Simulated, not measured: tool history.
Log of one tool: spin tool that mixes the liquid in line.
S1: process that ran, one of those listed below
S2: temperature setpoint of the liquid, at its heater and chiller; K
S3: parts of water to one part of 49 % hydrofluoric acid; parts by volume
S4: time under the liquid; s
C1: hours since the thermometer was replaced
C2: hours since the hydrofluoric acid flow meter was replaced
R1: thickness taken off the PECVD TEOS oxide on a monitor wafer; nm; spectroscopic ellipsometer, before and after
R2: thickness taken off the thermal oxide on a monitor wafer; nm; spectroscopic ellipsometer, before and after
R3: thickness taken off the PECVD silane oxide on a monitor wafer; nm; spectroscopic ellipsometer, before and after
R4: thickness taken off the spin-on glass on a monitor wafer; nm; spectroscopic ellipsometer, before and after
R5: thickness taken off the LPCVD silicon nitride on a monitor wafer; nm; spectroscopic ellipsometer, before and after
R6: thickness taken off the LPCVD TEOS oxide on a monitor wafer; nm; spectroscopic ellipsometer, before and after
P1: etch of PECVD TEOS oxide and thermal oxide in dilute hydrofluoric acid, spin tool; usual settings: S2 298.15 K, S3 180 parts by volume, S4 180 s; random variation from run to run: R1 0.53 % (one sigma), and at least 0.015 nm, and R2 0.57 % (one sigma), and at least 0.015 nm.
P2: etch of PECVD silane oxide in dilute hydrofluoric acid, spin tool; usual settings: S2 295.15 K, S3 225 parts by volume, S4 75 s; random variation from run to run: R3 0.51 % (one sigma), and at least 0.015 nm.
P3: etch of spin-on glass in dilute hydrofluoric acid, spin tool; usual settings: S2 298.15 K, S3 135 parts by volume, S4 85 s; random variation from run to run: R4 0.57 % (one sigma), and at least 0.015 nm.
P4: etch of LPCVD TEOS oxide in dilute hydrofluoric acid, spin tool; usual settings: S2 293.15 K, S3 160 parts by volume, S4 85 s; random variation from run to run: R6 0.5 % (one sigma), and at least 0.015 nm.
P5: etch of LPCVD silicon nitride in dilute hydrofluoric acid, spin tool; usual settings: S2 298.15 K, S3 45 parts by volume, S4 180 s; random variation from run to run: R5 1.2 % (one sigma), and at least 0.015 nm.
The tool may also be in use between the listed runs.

run	hour	S1	S2	S3	S4	C1	C2	R1	R2	R3	R4	R5	R6
1	7.8	P1	298.15	180	180	1807.1	1024.5	17.9430	4.4311				
2	20.3	P1	298.15	180	180	1819.6	1037.0	17.7420	4.3780				
3	30.7	P2	295.15	225	75	1830.0	1047.4			6.2178			
4	45.0	P2	295.15	225	75	1844.3	1061.7			6.2675			
5	59.5	P3	292.15	135	85	1858.8	1076.2				18.748		
6	69.0	P3	298.15	135	85	1868.3	1085.7				23.823		
7	77.9	P2	295.15	225	15	1877.2	1094.6			1.2477			
8	86.5	P1	298.15	180	180	1885.8	1103.2	17.7300	4.4017				
9	97.0	P5	305.65	45	180	1896.3	1113.7					3.6412	
10	105.1	P1	294.15	180	180	1904.4	1121.8	15.4370	3.8266				
11	115.0	P1	303.65	120	180	1914.3	1131.7	35.6290	8.7701				
12	130.2	P4	293.15	35	85	1929.5	1146.9						129.9400
13	139.9	P5	298.15	45	335	1939.2	1156.6					4.1704	
# hour 145.5: hydrofluoric acid flow meter replaced
14	152.7	P3	298.15	245	85	1952.0	7.3				11.642		
15	167.1	P1	298.15	105	180	1966.4	21.7	33.9610	8.2746				
16	178.9	P4	293.15	160	85	1978.2	33.5						24.2080
17	189.5	P1	298.15	180	180	1988.8	44.1	17.8490	4.4326				
18	204.5	P2	301.15	225	75	2003.8	59.1			7.7416			
19	217.7	P1	304.65	180	180	2017.0	72.3	22.6220	5.6266				
20	230.2	P4	301.15	160	85	2029.5	84.8						33.2810
21	246.3	P1	298.15	180	180	2045.6	100.9	17.7460	4.4367				
22	262.7	P5	298.15	45	180	2062.0	117.3					2.2232	
23	271.5	P1	298.15	180	180	2070.8	126.1	17.7980	4.4289				
24	283.0	P1	302.65	180	320	2082.3	137.6	37.5050	9.2152				
25	294.9	P4	293.15	160	85	2094.2	149.5						24.5350
26	309.6	P2	295.15	110	75	2108.9	164.2			14.6290			
27	326.6	P3	298.15	135	125	2125.9	181.2				35.048		
28	338.3	P1	298.15	300	180	2137.6	192.9	9.5725	2.3559				
29	353.2	P5	298.15	30	180	2152.5	207.8					3.2628	
30	369.9	P1	298.15	180	45	2169.2	224.5	4.4855	1.0802				
31	378.4	P3	298.15	135	85	2177.7	233.0				23.822		
32	392.0	P4	293.15	160	15	2191.3	246.6						4.3701
33	404.6	P5	298.15	45	180	2203.9	259.2					2.2228	
34	414.0	P1	298.15	180	335	2213.3	268.6	33.1170	8.2294				
35	426.5	P1	298.15	180	180	2225.8	281.1	17.6980	4.3806				
36	442.0	P1	298.15	180	180	2241.3	296.6	18.5320	4.5705				
37	456.0	P1	298.15	180	180	2255.3	310.6	18.7290	4.6775				
38	473.4	P1	298.15	180	180	2272.7	328.0	19.0120	4.6628				
39	489.6	P1	298.15	180	180	2288.9	344.2	19.0550	4.7106				
40	501.0	P1	298.15	180	180	2300.3	355.6	19.2160	4.7503				
41	510.0	P1	298.15	180	180	2309.3	364.6	19.0930	4.8143				
42	524.7	P1	298.15	180	180	2324.0	379.3	19.1470	4.7916				
43	534.8	P1	298.15	180	180	2334.1	389.4	19.3280	4.7871				
44	543.5	P1	298.15	180	180	2342.8	398.1	19.3620	4.8127				
45	553.5	P1	298.15	180	180	2352.8	408.1	19.4800	4.8120				
46	570.6	P1	298.15	180	180	2369.9	425.2	19.4950	4.8031				

What P1 gives has crept away from where it was. These 2 causes fit the log equally well, each at the size given:
A: liquid hotter than its thermometer reads (K) = 2.27
B: hydrofluoric acid flow above the setpoint (%) = 7.17
The creep began at about hour 426.5.

4 check runs are offered, each on 2 wafers whose results are averaged, their results left as question marks. Which one tells the causes apart?
check 1	587.7	P5	303.65	45	265							?	
check 2	587.7	P2	300.15	225	15					?			
check 3	587.7	P4	300.65	160	85								?
check 4	587.7	P3	298.15	175	85						?		

What each check would give under each cause:
check	result	if A	if B
check 1	R5	5.3782	4.9806
check 2	R3	1.6148	1.6270
check 3	R6	35.2850	35.2940
check 4	R4	19.132	19.117
How far apart the two closest causes lie, in the result that separates them most: check 1 7.68 %; check 2 0.75 %; check 3 0.03 %; check 4 0.08 %
Check 1 tells the causes apart: in the others they would give nearly the same result.

Check 1 was then run and gave: R5 5.0579 nm. Which cause is it?

It is B: hydrofluoric acid flow above the setpoint (%).
